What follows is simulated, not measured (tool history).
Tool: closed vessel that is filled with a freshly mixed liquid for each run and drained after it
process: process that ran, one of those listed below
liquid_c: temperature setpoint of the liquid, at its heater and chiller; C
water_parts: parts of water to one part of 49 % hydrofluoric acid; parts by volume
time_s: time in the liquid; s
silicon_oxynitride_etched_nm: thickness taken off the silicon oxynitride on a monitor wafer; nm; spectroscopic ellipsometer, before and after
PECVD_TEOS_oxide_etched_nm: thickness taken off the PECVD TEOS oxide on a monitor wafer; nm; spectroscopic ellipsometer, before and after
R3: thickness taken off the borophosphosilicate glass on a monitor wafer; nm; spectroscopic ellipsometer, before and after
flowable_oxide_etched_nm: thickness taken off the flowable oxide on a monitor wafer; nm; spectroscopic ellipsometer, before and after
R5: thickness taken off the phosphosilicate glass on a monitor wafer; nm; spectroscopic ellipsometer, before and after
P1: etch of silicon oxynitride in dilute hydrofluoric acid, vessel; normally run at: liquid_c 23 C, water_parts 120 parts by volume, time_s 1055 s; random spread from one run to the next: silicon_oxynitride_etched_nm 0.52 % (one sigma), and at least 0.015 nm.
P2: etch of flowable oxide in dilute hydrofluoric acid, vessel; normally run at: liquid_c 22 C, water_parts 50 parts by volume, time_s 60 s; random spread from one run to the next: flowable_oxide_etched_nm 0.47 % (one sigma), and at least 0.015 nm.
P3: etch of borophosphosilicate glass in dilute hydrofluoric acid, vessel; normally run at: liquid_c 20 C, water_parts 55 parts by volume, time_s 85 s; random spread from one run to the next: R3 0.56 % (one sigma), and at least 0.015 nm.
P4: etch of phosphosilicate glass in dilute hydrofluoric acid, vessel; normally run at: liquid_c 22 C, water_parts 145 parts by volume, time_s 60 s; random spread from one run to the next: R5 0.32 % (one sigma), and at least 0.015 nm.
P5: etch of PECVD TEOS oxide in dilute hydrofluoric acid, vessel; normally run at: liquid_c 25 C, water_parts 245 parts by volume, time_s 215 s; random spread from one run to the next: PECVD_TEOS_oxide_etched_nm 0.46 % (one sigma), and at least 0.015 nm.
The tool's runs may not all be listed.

Run 1, hour 13.8: process P1, liquid_c 23 C, water_parts 120 parts by volume, time_s 1055 s. Result: silicon_oxynitride_etched_nm 23.165 nm.
Run 2, hour 25.8: process P1, liquid_c 23 C, water_parts 120 parts by volume, time_s 1550 s. Result: silicon_oxynitride_etched_nm 33.862 nm.
Run 3, hour 41.9: process P5, liquid_c 18.5 C, water_parts 245 parts by volume, time_s 215 s. Result: PECVD_TEOS_oxide_etched_nm 5.98 nm.
Run 4, hour 56.3: process P5, liquid_c 25 C, water_parts 245 parts by volume, time_s 30 s. Result: PECVD_TEOS_oxide_etched_nm 1.0291 nm.
Run 5, hour 66.8: process P3, liquid_c 20 C, water_parts 80 parts by volume, time_s 85 s. Result: R3 33.315 nm.
Run 6, hour 83.5: process P2, liquid_c 22 C, water_parts 50 parts by volume, time_s 60 s. Result: flowable_oxide_etched_nm 33.367 nm.
Run 7, hour 98.3: process P5, liquid_c 25 C, water_parts 245 parts by volume, time_s 215 s. Result: PECVD_TEOS_oxide_etched_nm 7.4971 nm.
Run 8, hour 108: process P2, liquid_c 22 C, water_parts 20 parts by volume, time_s 60 s. Result: flowable_oxide_etched_nm 86.391 nm.
Run 9, hour 117.2: process P4, liquid_c 26.5 C, water_parts 145 parts by volume, time_s 60 s. Result: R5 32.076 nm.
Run 10, hour 132.1: process P3, liquid_c 20 C, water_parts 55 parts by volume, time_s 165 s. Result: R3 96.33 nm.
Run 11, hour 139.6: process P1, liquid_c 23 C, water_parts 210 parts by volume, time_s 1055 s. Result: silicon_oxynitride_etched_nm 12.278 nm.
Run 12, hour 151.4: process P3, liquid_c 20 C, water_parts 55 parts by volume, time_s 85 s. Result: R3 49.72 nm.
Run 13, hour 164.9: process P1, liquid_c 23 C, water_parts 40 parts by volume, time_s 1055 s. Result: silicon_oxynitride_etched_nm 72.741 nm.
Run 14, hour 181: process P1, liquid_c 23 C, water_parts 200 parts by volume, time_s 2005 s. Result: silicon_oxynitride_etched_nm 24.98 nm.
Run 15, hour 197.8: process P4, liquid_c 22 C, water_parts 145 parts by volume, time_s 60 s. Result: R5 27.088 nm.
Run 16, hour 210: process P2, liquid_c 25.5 C, water_parts 50 parts by volume, time_s 60 s. Result: flowable_oxide_etched_nm 38.712 nm.
Run 17, hour 225: process P1, liquid_c 27.5 C, water_parts 120 parts by volume, time_s 1725 s. Result: silicon_oxynitride_etched_nm 46.203 nm.
Run 18, hour 235.4: process P1, liquid_c 23 C, water_parts 120 parts by volume, time_s 1055 s. Result: silicon_oxynitride_etched_nm 23.186 nm.
Run 19, hour 245.1: process P4, liquid_c 22 C, water_parts 45 parts by volume, time_s 60 s. Result: R5 97.843 nm.
Run 20, hour 260.6: process P4, liquid_c 22 C, water_parts 145 parts by volume, time_s 110 s. Result: R5 49.699 nm.
Run 21, hour 276.5: process P2, liquid_c 22 C, water_parts 50 parts by volume, time_s 30 s. Result: flowable_oxide_etched_nm 16.582 nm.
Run 22, hour 286: process P1, liquid_c 23 C, water_parts 120 parts by volume, time_s 1055 s. Result: silicon_oxynitride_etched_nm 22.975 nm.

What will run 23 give?
Run 23, hour 295: process P5, liquid_c 25 C, water_parts 395 parts by volume, time_s 215 s. Result: PECVD_TEOS_oxide_etched_nm ?.

{"run 23": {"PECVD_TEOS_oxide_etched_nm": 4.0224}}
